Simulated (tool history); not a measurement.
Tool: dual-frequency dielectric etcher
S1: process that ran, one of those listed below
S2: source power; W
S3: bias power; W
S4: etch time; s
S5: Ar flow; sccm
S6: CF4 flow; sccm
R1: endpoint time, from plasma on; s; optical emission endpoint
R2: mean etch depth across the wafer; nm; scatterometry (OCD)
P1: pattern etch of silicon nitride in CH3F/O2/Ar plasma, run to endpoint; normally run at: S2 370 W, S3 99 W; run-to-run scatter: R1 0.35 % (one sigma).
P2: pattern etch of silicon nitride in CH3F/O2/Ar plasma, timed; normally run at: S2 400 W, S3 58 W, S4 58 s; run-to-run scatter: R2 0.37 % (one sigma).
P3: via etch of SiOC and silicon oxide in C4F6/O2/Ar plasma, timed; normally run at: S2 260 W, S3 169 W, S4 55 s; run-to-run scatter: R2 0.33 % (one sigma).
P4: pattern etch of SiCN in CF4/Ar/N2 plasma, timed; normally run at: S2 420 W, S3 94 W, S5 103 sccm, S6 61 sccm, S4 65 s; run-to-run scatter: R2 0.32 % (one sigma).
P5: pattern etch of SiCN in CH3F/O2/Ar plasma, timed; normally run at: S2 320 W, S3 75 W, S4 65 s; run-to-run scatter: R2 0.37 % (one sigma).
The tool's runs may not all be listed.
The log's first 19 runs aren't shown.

run 20 hour=224.2 | S1=P1 S2=370 S3=121 | R1=45.213
run 21 hour=237.5 | S1=P2 S2=280 S3=58 S4=58 | R2=34.034
run 22 hour=247.9 | S1=P4 S2=420 S3=94 S4=65 S5=103 S6=61 | R2=55.95
run 23 hour=261.2 | S1=P4 S2=420 S3=112 S4=65 S5=103 S6=61 | R2=59.734
run 24 hour=271.7 | S1=P1 S2=370 S3=99 | R1=48.639
run 25 hour=285.7 | S1=P1 S2=260 S3=130 | R1=49.526
run 26 hour=298.7 | S1=P4 S2=420 S3=94 S4=65 S5=103 S6=61 | R2=56.001
run 27 hour=311.5 | S1=P2 S2=400 S3=81 S4=58 | R2=43.782
run 28 hour=325.1 | S1=P1 S2=370 S3=99 | R1=48.471
run 29 hour=341 | S1=P1 S2=370 S3=99 | R1=48.557

The next listed run, before its measurement:
run 30 hour=350.9 | S1=P5 S2=320 S3=75 S4=38 | R2=?

{"run 30": {"R2": 14.019}}
